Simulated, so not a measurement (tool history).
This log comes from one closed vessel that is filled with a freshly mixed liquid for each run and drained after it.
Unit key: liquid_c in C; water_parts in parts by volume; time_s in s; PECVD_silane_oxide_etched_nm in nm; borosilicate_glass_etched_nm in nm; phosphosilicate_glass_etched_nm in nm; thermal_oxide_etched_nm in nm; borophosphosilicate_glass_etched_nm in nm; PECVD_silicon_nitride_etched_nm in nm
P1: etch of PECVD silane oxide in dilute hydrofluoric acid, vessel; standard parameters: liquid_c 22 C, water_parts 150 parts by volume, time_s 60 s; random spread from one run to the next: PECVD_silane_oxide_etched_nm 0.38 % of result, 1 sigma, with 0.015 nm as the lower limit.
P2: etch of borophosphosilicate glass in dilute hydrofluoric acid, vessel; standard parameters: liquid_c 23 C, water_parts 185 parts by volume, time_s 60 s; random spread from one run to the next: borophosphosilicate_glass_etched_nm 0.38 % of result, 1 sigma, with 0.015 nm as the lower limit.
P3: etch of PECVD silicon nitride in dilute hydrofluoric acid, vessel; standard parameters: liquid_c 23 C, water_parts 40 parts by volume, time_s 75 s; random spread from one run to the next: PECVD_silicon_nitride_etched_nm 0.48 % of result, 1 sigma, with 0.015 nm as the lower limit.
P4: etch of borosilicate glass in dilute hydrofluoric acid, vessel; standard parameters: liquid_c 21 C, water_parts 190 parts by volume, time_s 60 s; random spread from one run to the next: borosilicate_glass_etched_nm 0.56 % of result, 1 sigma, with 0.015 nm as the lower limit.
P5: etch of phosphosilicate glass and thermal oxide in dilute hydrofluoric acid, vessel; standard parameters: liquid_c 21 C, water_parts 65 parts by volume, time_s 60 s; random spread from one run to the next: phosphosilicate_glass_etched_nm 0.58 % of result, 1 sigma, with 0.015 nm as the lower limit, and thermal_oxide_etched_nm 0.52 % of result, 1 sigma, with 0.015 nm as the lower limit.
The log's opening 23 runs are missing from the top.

run	hour	process	liquid_c	water_parts	time_s	hours since the thermometer was replaced	hours since the hydrofluoric acid flow meter was replaced	PECVD_silane_oxide_etched_nm	borosilicate_glass_etched_nm	phosphosilicate_glass_etched_nm	thermal_oxide_etched_nm	borophosphosilicate_glass_etched_nm	PECVD_silicon_nitride_etched_nm
24	101.7	P3	18	40	75	635.1	295.1						3.1032
25	104.3	P2	23	185	60	637.7	297.7					8.331	
26	108.3	P4	21	190	30	641.7	301.7		4.9594				
27	113.7	P4	21	40	60	647.1	307.1		56.391				
28	116.3	P1	22	150	60	649.7	309.7	8.3349					
29	120.2	P5	25	65	60	653.6	313.6			80.96	4.648		
30	125.8	P5	21	65	60	659.2	319.2			69.652	3.9875		
31	128.5	P1	22	150	60	661.9	321.9	8.3025					
32	131.6	P1	22	150	120	665	325	16.561					
33	135.7	P1	22	220	60	669.1	329.1	5.238					
34	138.7	P1	22	150	60	672.1	332.1	8.2168					

Run 35 has not been measured yet. What should we expect?
35	143.1	P1	22	150	60	676.5	336.5	?					

PECVD_silane_oxide_etched_nm: 7.9017 nm

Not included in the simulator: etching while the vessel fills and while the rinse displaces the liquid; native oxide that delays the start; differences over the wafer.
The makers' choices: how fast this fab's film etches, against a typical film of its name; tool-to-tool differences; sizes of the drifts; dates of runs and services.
